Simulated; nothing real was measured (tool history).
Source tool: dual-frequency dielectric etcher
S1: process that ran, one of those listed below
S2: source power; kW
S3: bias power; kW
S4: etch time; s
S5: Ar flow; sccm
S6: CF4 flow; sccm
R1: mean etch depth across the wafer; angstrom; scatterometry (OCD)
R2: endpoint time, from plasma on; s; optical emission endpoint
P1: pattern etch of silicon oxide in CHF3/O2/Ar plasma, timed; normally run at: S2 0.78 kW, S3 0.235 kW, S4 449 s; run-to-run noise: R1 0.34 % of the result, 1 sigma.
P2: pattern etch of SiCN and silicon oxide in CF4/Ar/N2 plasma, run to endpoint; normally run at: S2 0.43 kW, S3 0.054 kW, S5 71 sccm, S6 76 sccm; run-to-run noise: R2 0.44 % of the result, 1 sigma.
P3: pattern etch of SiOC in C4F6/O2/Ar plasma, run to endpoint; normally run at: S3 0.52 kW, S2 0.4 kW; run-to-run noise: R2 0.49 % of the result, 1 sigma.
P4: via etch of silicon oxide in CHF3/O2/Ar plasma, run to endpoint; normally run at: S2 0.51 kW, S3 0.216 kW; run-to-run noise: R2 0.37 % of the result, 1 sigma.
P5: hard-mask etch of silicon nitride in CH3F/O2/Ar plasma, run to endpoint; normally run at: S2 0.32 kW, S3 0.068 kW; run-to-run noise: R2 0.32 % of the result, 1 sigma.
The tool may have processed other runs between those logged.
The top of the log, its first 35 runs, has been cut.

Run 36, hour 178.4: S1 P1, S2 0.78 kW, S3 0.235 kW, S4 449 s. Result: R1 10709 angstrom.
Run 37, hour 183.7: S1 P1, S2 0.78 kW, S3 0.235 kW, S4 449 s. Result: R1 10690 angstrom.
Run 38, hour 190.1: S1 P1, S2 0.78 kW, S3 0.235 kW, S4 449 s. Result: R1 10666 angstrom.
Run 39, hour 193.3: S1 P1, S2 0.78 kW, S3 0.235 kW, S4 449 s. Result: R1 10652 angstrom.
Run 40, hour 200.2: S1 P1, S2 0.78 kW, S3 0.235 kW, S4 449 s. Result: R1 10667 angstrom.
Run 41, hour 206.5: S1 P1, S2 0.78 kW, S3 0.235 kW, S4 449 s. Result: R1 10579 angstrom.
At hour 209.5: wet clean of the chamber.
Run 42, hour 211.1: S1 P1, S2 0.78 kW, S3 0.235 kW, S4 449 s. Result: R1 10622 angstrom.
Run 43, hour 216.8: S1 P1, S2 0.78 kW, S3 0.235 kW, S4 449 s. Result: R1 10596 angstrom.

Predict the results of run 44:
Run 44, hour 221.5: S1 P1, S2 0.78 kW, S3 0.235 kW, S4 449 s. Result: R1 ?.

Run 44 produced R1 10606 angstrom.
